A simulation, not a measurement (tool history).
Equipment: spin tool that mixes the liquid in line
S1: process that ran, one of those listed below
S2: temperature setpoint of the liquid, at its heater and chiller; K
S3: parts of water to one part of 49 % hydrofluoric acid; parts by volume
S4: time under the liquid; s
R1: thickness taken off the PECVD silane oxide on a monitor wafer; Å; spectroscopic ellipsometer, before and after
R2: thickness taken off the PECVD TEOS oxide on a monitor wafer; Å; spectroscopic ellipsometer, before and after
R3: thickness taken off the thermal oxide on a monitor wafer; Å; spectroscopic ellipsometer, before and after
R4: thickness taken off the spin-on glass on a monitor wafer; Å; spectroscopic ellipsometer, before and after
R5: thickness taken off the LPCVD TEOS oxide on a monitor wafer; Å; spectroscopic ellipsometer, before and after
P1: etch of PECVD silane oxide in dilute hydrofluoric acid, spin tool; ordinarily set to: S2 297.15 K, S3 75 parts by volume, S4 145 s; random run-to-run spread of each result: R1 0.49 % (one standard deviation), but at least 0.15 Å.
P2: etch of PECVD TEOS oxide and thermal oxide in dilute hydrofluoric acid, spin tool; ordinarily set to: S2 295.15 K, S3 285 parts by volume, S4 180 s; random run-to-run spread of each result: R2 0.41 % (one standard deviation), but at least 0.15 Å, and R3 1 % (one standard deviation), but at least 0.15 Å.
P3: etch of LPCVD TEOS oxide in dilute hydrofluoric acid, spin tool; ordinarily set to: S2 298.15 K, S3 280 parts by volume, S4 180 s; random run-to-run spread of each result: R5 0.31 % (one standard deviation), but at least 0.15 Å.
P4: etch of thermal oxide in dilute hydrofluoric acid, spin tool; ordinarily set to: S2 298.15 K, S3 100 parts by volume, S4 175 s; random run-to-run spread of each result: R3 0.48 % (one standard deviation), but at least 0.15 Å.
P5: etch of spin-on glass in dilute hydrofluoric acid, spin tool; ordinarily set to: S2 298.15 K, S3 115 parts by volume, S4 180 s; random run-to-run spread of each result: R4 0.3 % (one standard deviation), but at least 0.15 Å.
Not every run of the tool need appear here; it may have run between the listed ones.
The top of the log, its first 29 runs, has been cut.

run	hour	S1	S2	S3	S4	R1	R2	R3	R4	R5
30	237	P5	298.15	115	350				631.63	
31	247.5	P2	295.15	285	60		21.828	7.8451		
32	252.6	P5	298.15	115	180				323.33	
33	258.3	P1	297.15	75	145	562.64				
34	266.8	P1	297.15	75	145	557.66				
35	276.1	P1	297.15	75	145	579.64				
36	287.4	P1	297.15	75	145	591.03				
37	294.4	P1	297.15	75	145	597.82				
38	301.8	P1	297.15	75	145	599.37				
39	308.9	P1	297.15	75	145	602.6				
40	317.6	P1	297.15	75	145	605.77				
41	323.7	P1	297.15	75	145	605.18				

What will run 42 give?
42	332.7	P1	297.15	75	145	?				

Logged for run 42: R1 611.44 Å.
